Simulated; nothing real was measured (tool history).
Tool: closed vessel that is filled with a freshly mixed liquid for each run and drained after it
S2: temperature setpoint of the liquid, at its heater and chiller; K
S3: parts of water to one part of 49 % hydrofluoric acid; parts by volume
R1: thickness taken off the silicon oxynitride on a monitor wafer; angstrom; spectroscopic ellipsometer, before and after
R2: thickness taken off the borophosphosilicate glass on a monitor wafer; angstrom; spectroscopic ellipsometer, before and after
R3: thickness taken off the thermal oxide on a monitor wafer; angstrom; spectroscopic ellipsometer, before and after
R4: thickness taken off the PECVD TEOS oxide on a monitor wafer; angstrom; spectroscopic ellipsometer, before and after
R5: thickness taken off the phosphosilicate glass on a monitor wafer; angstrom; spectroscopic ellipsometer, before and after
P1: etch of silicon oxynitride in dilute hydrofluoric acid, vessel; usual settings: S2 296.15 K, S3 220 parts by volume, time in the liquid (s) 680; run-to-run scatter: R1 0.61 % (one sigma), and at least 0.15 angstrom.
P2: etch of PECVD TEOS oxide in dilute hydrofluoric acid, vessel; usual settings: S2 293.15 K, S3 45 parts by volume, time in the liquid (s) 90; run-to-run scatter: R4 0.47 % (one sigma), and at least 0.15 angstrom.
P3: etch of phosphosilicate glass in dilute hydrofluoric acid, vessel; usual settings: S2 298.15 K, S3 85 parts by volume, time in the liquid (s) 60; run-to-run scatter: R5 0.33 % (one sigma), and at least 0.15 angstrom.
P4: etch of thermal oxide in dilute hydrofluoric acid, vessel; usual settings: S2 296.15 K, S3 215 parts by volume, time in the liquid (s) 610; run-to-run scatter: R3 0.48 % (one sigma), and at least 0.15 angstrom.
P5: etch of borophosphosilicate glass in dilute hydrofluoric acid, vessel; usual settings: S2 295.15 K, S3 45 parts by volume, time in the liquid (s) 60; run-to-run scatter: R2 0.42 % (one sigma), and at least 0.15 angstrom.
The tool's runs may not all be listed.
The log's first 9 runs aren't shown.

{"run": 10, "day": 3.588, "process that ran": "P3", "S2": 292.65, "S3": 85, "time in the liquid (s)": 60, "R5": 1128.4}
{"run": 11, "day": 4.025, "process that ran": "P1", "S2": 296.15, "S3": 220, "time in the liquid (s)": 160, "R1": 10.061}
{"run": 12, "day": 4.4, "process that ran": "P2", "S2": 293.15, "S3": 45, "time in the liquid (s)": 30, "R4": 52.793}
{"run": 13, "day": 4.679, "process that ran": "P4", "S2": 296.15, "S3": 215, "time in the liquid (s)": 610, "R3": 121.78}
{"run": 14, "day": 4.933, "process that ran": "P3", "S2": 298.15, "S3": 85, "time in the liquid (s)": 30, "R5": 707.24}
{"run": 15, "day": 5.392, "process that ran": "P4", "S2": 296.15, "S3": 215, "time in the liquid (s)": 610, "R3": 122.62}
{"run": 16, "day": 5.896, "process that ran": "P1", "S2": 296.15, "S3": 220, "time in the liquid (s)": 1040, "R1": 64.931}
{"run": 17, "day": 6.383, "process that ran": "P1", "S2": 300.15, "S3": 220, "time in the liquid (s)": 680, "R1": 50.705}
{"run": 18, "day": 6.771, "process that ran": "P5", "S2": 290.15, "S3": 45, "time in the liquid (s)": 60, "R2": 651.79}
{"run": 19, "day": 7.296, "process that ran": "P4", "S2": 296.15, "S3": 380, "time in the liquid (s)": 610, "R3": 58.817}
{"run": 20, "day": 7.712, "process that ran": "P4", "S2": 302.15, "S3": 215, "time in the liquid (s)": 610, "R3": 149.78}
{"run": 21, "day": 8.088, "process that ran": "P3", "S2": 298.15, "S3": 20, "time in the liquid (s)": 60, "R5": 6531.0}
{"run": 22, "day": 8.529, "process that ran": "P2", "S2": 293.15, "S3": 45, "time in the liquid (s)": 90, "R4": 158.92}
{"run": 23, "day": 8.796, "process that ran": "P5", "S2": 295.15, "S3": 45, "time in the liquid (s)": 60, "R2": 806.74}
{"run": 24, "day": 9.212, "process that ran": "P1", "S2": 296.15, "S3": 220, "time in the liquid (s)": 680, "R1": 42.025}

Forecast run 25:
{"run": 25, "day": 9.525, "process that ran": "P5", "S2": 295.15, "S3": 65, "time in the liquid (s)": 60, "R2": "?"}

{"run 25": {"R2": 549.17}}

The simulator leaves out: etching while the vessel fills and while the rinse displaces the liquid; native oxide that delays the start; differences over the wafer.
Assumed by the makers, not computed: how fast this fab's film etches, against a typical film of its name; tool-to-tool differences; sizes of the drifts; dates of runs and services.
